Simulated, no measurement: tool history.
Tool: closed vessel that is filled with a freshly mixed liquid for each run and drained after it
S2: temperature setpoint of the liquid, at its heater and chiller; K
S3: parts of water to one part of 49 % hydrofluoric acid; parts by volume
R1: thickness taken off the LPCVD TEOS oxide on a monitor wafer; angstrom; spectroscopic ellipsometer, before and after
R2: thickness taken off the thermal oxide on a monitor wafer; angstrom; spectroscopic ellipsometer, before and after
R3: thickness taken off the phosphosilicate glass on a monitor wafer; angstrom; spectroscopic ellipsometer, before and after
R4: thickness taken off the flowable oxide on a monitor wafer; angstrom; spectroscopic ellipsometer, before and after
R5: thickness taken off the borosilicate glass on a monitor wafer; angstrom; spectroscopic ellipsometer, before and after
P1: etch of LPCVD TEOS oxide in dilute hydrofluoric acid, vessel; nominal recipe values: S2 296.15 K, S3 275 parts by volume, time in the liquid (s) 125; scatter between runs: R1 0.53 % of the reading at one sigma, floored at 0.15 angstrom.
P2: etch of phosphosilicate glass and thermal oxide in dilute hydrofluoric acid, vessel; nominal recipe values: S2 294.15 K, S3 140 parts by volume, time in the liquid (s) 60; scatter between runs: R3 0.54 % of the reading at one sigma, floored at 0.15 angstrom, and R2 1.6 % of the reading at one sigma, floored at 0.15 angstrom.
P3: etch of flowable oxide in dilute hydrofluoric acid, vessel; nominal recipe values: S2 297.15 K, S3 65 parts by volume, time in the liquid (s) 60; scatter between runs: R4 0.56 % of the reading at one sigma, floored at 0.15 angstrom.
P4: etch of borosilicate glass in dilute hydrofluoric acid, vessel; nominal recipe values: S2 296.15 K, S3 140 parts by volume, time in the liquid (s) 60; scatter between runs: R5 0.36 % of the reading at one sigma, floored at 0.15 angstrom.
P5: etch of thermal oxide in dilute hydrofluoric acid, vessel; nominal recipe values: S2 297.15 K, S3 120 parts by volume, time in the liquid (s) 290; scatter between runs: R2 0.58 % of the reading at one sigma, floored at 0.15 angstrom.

{"run": 1, "hour": 3.8, "process that ran": "P1", "S2": 296.15, "S3": 275, "time in the liquid (s)": 125, "R1": 108.96}
{"run": 2, "hour": 8.0, "process that ran": "P5", "S2": 297.15, "S3": 120, "time in the liquid (s)": 290, "R2": 115.57}
{"run": 3, "hour": 13.5, "process that ran": "P2", "S2": 294.15, "S3": 140, "time in the liquid (s)": 60, "R2": 16.446, "R3": 410.55}
{"run": 4, "hour": 19.7, "process that ran": "P1", "S2": 292.65, "S3": 390, "time in the liquid (s)": 125, "R1": 61.299}
{"run": 5, "hour": 27.8, "process that ran": "P3", "S2": 290.65, "S3": 65, "time in the liquid (s)": 60, "R4": 183.65}
{"run": 6, "hour": 33.6, "process that ran": "P1", "S2": 296.15, "S3": 275, "time in the liquid (s)": 125, "R1": 107.93}
{"run": 7, "hour": 37.3, "process that ran": "P1", "S2": 290.15, "S3": 275, "time in the liquid (s)": 125, "R1": 87.705}
{"run": 8, "hour": 44.8, "process that ran": "P3", "S2": 297.15, "S3": 65, "time in the liquid (s)": 60, "R4": 240.8}
{"run": 9, "hour": 51.8, "process that ran": "P1", "S2": 296.15, "S3": 275, "time in the liquid (s)": 125, "R1": 109.52}
{"run": 10, "hour": 57.7, "process that ran": "P3", "S2": 297.15, "S3": 30, "time in the liquid (s)": 60, "R4": 546.23}
{"run": 11, "hour": 61.9, "process that ran": "P1", "S2": 296.15, "S3": 275, "time in the liquid (s)": 125, "R1": 108.58}
{"run": 12, "hour": 66.7, "process that ran": "P4", "S2": 296.15, "S3": 140, "time in the liquid (s)": 60, "R5": 171.76}
{"run": 13, "hour": 71.8, "process that ran": "P1", "S2": 296.15, "S3": 275, "time in the liquid (s)": 125, "R1": 108.53}
{"run": 14, "hour": 75.6, "process that ran": "P4", "S2": 296.15, "S3": 140, "time in the liquid (s)": 30, "R5": 85.465}
{"run": 15, "hour": 79.9, "process that ran": "P5", "S2": 297.15, "S3": 220, "time in the liquid (s)": 290, "R2": 56.04}
{"run": 16, "hour": 84.8, "process that ran": "P1", "S2": 296.15, "S3": 275, "time in the liquid (s)": 235, "R1": 205.49}
{"run": 17, "hour": 91.6, "process that ran": "P1", "S2": 296.15, "S3": 275, "time in the liquid (s)": 70, "R1": 61.195}
{"run": 18, "hour": 99.7, "process that ran": "P4", "S2": 296.15, "S3": 220, "time in the liquid (s)": 60, "R5": 100.62}
{"run": 19, "hour": 106.3, "process that ran": "P4", "S2": 290.15, "S3": 140, "time in the liquid (s)": 60, "R5": 135.06}
{"run": 20, "hour": 112.7, "process that ran": "P1", "S2": 303.15, "S3": 275, "time in the liquid (s)": 125, "R1": 138.41}
{"run": 21, "hour": 119.8, "process that ran": "P5", "S2": 297.15, "S3": 120, "time in the liquid (s)": 440, "R2": 175.95}
{"run": 22, "hour": 125.1, "process that ran": "P1", "S2": 296.15, "S3": 460, "time in the liquid (s)": 125, "R1": 54.883}
{"run": 23, "hour": 129.1, "process that ran": "P1", "S2": 296.15, "S3": 85, "time in the liquid (s)": 125, "R1": 436.39}
{"run": 24, "hour": 137.1, "process that ran": "P4", "S2": 296.15, "S3": 140, "time in the liquid (s)": 60, "R5": 172.05}
{"run": 25, "hour": 142.1, "process that ran": "P2", "S2": 294.15, "S3": 205, "time in the liquid (s)": 60, "R2": 10.881, "R3": 261.58}
{"run": 26, "hour": 148.5, "process that ran": "P3", "S2": 297.15, "S3": 65, "time in the liquid (s)": 60, "R4": 240.0}
{"run": 27, "hour": 151.9, "process that ran": "P3", "S2": 297.15, "S3": 65, "time in the liquid (s)": 110, "R4": 445.24}
{"run": 28, "hour": 155.8, "process that ran": "P1", "S2": 296.15, "S3": 275, "time in the liquid (s)": 125, "R1": 108.77}
{"run": 29, "hour": 159.8, "process that ran": "P5", "S2": 297.15, "S3": 120, "time in the liquid (s)": 290, "R2": 116.8}
{"run": 30, "hour": 163.9, "process that ran": "P5", "S2": 304.65, "S3": 120, "time in the liquid (s)": 290, "R2": 153.12}
{"run": 31, "hour": 169.0, "process that ran": "P2", "S2": 302.15, "S3": 140, "time in the liquid (s)": 60, "R2": 22.825, "R3": 555.41}
{"run": 32, "hour": 173.9, "process that ran": "P1", "S2": 303.65, "S3": 415, "time in the liquid (s)": 125, "R1": 80.492}
{"run": 33, "hour": 181.5, "process that ran": "P2", "S2": 294.15, "S3": 140, "time in the liquid (s)": 30, "R2": 8.8763, "R3": 202.98}
{"run": 34, "hour": 187.4, "process that ran": "P1", "S2": 296.15, "S3": 275, "time in the liquid (s)": 125, "R1": 108.96}
{"run": 35, "hour": 192.4, "process that ran": "P1", "S2": 296.15, "S3": 275, "time in the liquid (s)": 125, "R1": 107.24}
{"run": 36, "hour": 199.2, "process that ran": "P1", "S2": 296.15, "S3": 275, "time in the liquid (s)": 125, "R1": 105.39}
{"run": 37, "hour": 206.0, "process that ran": "P1", "S2": 296.15, "S3": 275, "time in the liquid (s)": 125, "R1": 103.26}
{"run": 38, "hour": 210.0, "process that ran": "P1", "S2": 296.15, "S3": 275, "time in the liquid (s)": 125, "R1": 102.29}
{"run": 39, "hour": 215.1, "process that ran": "P1", "S2": 296.15, "S3": 275, "time in the liquid (s)": 125, "R1": 101.94}
{"run": 40, "hour": 219.5, "process that ran": "P1", "S2": 296.15, "S3": 275, "time in the liquid (s)": 125, "R1": 101.95}
{"run": 41, "hour": 227.4, "process that ran": "P1", "S2": 296.15, "S3": 275, "time in the liquid (s)": 125, "R1": 101.54}
{"run": 42, "hour": 231.4, "process that ran": "P1", "S2": 296.15, "S3": 275, "time in the liquid (s)": 125, "R1": 102.2}
{"run": 43, "hour": 238.3, "process that ran": "P1", "S2": 296.15, "S3": 275, "time in the liquid (s)": 125, "R1": 100.31}
{"run": 44, "hour": 242.6, "process that ran": "P1", "S2": 296.15, "S3": 275, "time in the liquid (s)": 125, "R1": 100.86}

What P1 gives has crept off from where it sat before. The 2 causes that follow fit the log equally well, each at the size noted:
A: liquid colder than its thermometer reads (K) = 2.12
B: hydrofluoric acid flow below the setpoint (%) = 5.83
At approximately hour 187.4, the process output began to creep.

Which of the check runs below tells the causes apart, meaning the causes would give it clearly different results? Each run uses 2 wafers whose results are averaged, and each result is shown as a question mark.
{"run": "check 1", "hour": 246.9, "process that ran": "P4", "S2": 296.15, "S3": 215, "time in the liquid (s)": 60, "R5": "?"}
{"run": "check 2", "hour": 246.9, "process that ran": "P3", "S2": 291.65, "S3": 30, "time in the liquid (s)": 60, "R4": "?"}
{"run": "check 3", "hour": 246.9, "process that ran": "P5", "S2": 297.15, "S3": 200, "time in the liquid (s)": 290, "R2": "?"}
{"run": "check 4", "hour": 246.9, "process that ran": "P2", "S2": 301.65, "S3": 140, "time in the liquid (s)": 30, "R2": "?", "R3": "?"}

If the cause were each of the candidates in turn, the checks would give the following:
check=check_1 result=R5 if_A=95.305 if_B=95.848
check=check_2 result=R4 if_A=394.36 if_B=406.70
check=check_3 result=R2 if_A=58.3340 if_B=58.6850
check=check_4 result=R2 if_A=10.3710 if_B=10.4510
check=check_4 result=R3 if_A=250.56 if_B=252.50
Per-check spread between the two closest causes, in the result where they differ most: check 1 0.57 %; check 2 3.08 %; check 3 0.6 %; check 4 0.77 %
The causes can be told apart only by check 2. The other checks would give nearly the same results under each of them.

Running check 2 produced the following: R4 405.21 angstrom. Which one of the listed causes fits?

The cause is B: hydrofluoric acid flow below the setpoint (%).
